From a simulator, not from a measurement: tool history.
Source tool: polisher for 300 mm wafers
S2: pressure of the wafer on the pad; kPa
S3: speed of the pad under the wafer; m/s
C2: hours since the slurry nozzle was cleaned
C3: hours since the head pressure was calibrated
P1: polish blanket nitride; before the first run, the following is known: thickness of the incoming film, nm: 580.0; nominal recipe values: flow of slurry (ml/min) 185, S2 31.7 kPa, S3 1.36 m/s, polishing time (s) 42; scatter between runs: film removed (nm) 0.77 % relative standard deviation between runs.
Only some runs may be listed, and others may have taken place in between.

{"run": 1, "hour": 6.0, "flow of slurry (ml/min)": 185, "S2": 31.7, "S3": 1.36, "polishing time (s)": 42, "wafers polished on this pad": 806, "C2": 66.5, "C3": 341.4, "film removed (nm)": 141.05}
{"run": 2, "hour": 10.5, "flow of slurry (ml/min)": 240, "S2": 31.7, "S3": 1.36, "polishing time (s)": 42, "wafers polished on this pad": 887, "C2": 71.0, "C3": 345.9, "film removed (nm)": 144.15}
{"run": 3, "hour": 13.8, "flow of slurry (ml/min)": 185, "S2": 20.0, "S3": 1.36, "polishing time (s)": 42, "wafers polished on this pad": 946, "C2": 74.3, "C3": 349.2, "film removed (nm)": 88.304}
{"run": 4, "hour": 18.7, "flow of slurry (ml/min)": 185, "S2": 31.7, "S3": 1.36, "polishing time (s)": 42, "wafers polished on this pad": 1035, "C2": 79.2, "C3": 354.1, "film removed (nm)": 138.92}
{"run": 5, "hour": 22.7, "flow of slurry (ml/min)": 185, "S2": 31.7, "S3": 1.94, "polishing time (s)": 42, "wafers polished on this pad": 1107, "C2": 83.2, "C3": 358.1, "film removed (nm)": 186.01}
{"run": 6, "hour": 30.1, "flow of slurry (ml/min)": 185, "S2": 31.7, "S3": 0.8, "polishing time (s)": 25, "wafers polished on this pad": 1240, "C2": 90.6, "C3": 365.5, "film removed (nm)": 53.73}
{"run": 7, "hour": 33.4, "flow of slurry (ml/min)": 185, "S2": 31.7, "S3": 0.78, "polishing time (s)": 42, "wafers polished on this pad": 1299, "C2": 93.9, "C3": 368.8, "film removed (nm)": 90.077}
{"run": 8, "hour": 39.7, "flow of slurry (ml/min)": 185, "S2": 31.7, "S3": 1.36, "polishing time (s)": 42, "wafers polished on this pad": 1413, "C2": 100.2, "C3": 375.1, "film removed (nm)": 141.52}
{"run": 9, "hour": 45.2, "flow of slurry (ml/min)": 185, "S2": 48.3, "S3": 1.36, "polishing time (s)": 42, "wafers polished on this pad": 1512, "C2": 105.7, "C3": 380.6, "film removed (nm)": 216.04}
{"run": 10, "hour": 50.9, "flow of slurry (ml/min)": 185, "S2": 31.7, "S3": 1.36, "polishing time (s)": 19, "wafers polished on this pad": 1614, "C2": 111.4, "C3": 386.3, "film removed (nm)": 64.182}
{"run": 11, "hour": 54.7, "flow of slurry (ml/min)": 185, "S2": 31.7, "S3": 1.36, "polishing time (s)": 42, "wafers polished on this pad": 1682, "C2": 115.2, "C3": 390.1, "film removed (nm)": 140.93}
{"run": 12, "hour": 61.7, "flow of slurry (ml/min)": 185, "S2": 31.7, "S3": 1.36, "polishing time (s)": 42, "wafers polished on this pad": 1808, "C2": 122.2, "C3": 397.1, "film removed (nm)": 138.45}
{"run": 13, "hour": 67.0, "flow of slurry (ml/min)": 185, "S2": 31.7, "S3": 1.36, "polishing time (s)": 42, "wafers polished on this pad": 1904, "C2": 127.5, "C3": 402.4, "film removed (nm)": 138.98}
{"run": 14, "hour": 72.9, "flow of slurry (ml/min)": 110, "S2": 31.7, "S3": 1.36, "polishing time (s)": 42, "wafers polished on this pad": 2010, "C2": 133.4, "C3": 408.3, "film removed (nm)": 128.18}
{"run": 15, "hour": 79.1, "flow of slurry (ml/min)": 185, "S2": 31.7, "S3": 1.36, "polishing time (s)": 62, "wafers polished on this pad": 2122, "C2": 139.6, "C3": 414.5, "film removed (nm)": 211.27}
{"run": 16, "hour": 83.3, "flow of slurry (ml/min)": 185, "S2": 31.7, "S3": 1.36, "polishing time (s)": 42, "wafers polished on this pad": 2197, "C2": 143.8, "C3": 418.7, "film removed (nm)": 140.95}
{"run": 17, "hour": 87.0, "flow of slurry (ml/min)": 185, "S2": 31.7, "S3": 1.36, "polishing time (s)": 42, "wafers polished on this pad": 2264, "C2": 147.5, "C3": 422.4, "film removed (nm)": 138.54}
{"run": 18, "hour": 94.3, "flow of slurry (ml/min)": 185, "S2": 31.7, "S3": 1.36, "polishing time (s)": 42, "wafers polished on this pad": 2395, "C2": 154.8, "C3": 429.7, "film removed (nm)": 133.39}
{"run": 19, "hour": 100.9, "flow of slurry (ml/min)": 185, "S2": 31.7, "S3": 1.36, "polishing time (s)": 42, "wafers polished on this pad": 2514, "C2": 161.4, "C3": 436.3, "film removed (nm)": 133.96}
{"hour": 101.6, "done": "worn pad replaced by a new one"}
{"run": 20, "hour": 107.2, "flow of slurry (ml/min)": 185, "S2": 31.7, "S3": 1.36, "polishing time (s)": 42, "wafers polished on this pad": 101, "C2": 167.7, "C3": 442.6, "film removed (nm)": 131.6}
{"run": 21, "hour": 114.6, "flow of slurry (ml/min)": 185, "S2": 31.7, "S3": 1.36, "polishing time (s)": 42, "wafers polished on this pad": 234, "C2": 175.1, "C3": 450.0, "film removed (nm)": 131.58}
{"run": 22, "hour": 118.5, "flow of slurry (ml/min)": 185, "S2": 31.7, "S3": 1.36, "polishing time (s)": 42, "wafers polished on this pad": 304, "C2": 179.0, "C3": 453.9, "film removed (nm)": 132.02}

What P1 gives has crept away from where it was. These 2 causes fit the log equally well, each at the size given:
A: head's pressure below its setpoint, % = 6.26
B: slurry flow missing at the pad, % = 31.5
The process output started creeping at around hour 83.3.
All other causes, with the reason each is excluded:
removal rate lost through wear of the pad, %: was serviced at hour 101.6, once the creep was under way, yet the earlier output never came back

Consider the 4 check runs below, whose results appear as question marks and each of which averages 2 wafers. Which one distinguishes the causes, in that each cause would give it a clearly different result?
{"run": "check 1", "hour": 122.4, "flow of slurry (ml/min)": 185, "S2": 41.4, "S3": 1.36, "polishing time (s)": 19, "film removed (nm)": "?"}
{"run": "check 2", "hour": 122.4, "flow of slurry (ml/min)": 185, "S2": 42.7, "S3": 1.86, "polishing time (s)": 42, "film removed (nm)": "?"}
{"run": "check 3", "hour": 122.4, "flow of slurry (ml/min)": 185, "S2": 22.8, "S3": 1.36, "polishing time (s)": 24, "film removed (nm)": "?"}
{"run": "check 4", "hour": 122.4, "flow of slurry (ml/min)": 110, "S2": 31.7, "S3": 1.36, "polishing time (s)": 42, "film removed (nm)": "?"}

What every check run would give for each of its results, assuming each possible cause in turn:
check=check_1 result=film_removed_(nm) if_A=77.908 if_B=77.902
check=check_2 result=film_removed_(nm) if_A=228.610 if_B=228.590
check=check_3 result=film_removed_(nm) if_A=54.125 if_B=54.122
check=check_4 result=film_removed_(nm) if_A=120.030 if_B=115.500
Separation of the two closest causes in each check, using whichever result separates them best: check 1 0.01 %; check 2 0.01 %; check 3 0.01 %; check 4 3.85 %
The other checks would show nearly matching results whichever cause is true, so check 4 is the only one that separates the causes.

Check 4 was carried out, with these results: film removed (nm) 114.320. Which of the listed causes is responsible?

Of the candidate causes, it is B: slurry flow missing at the pad, %.
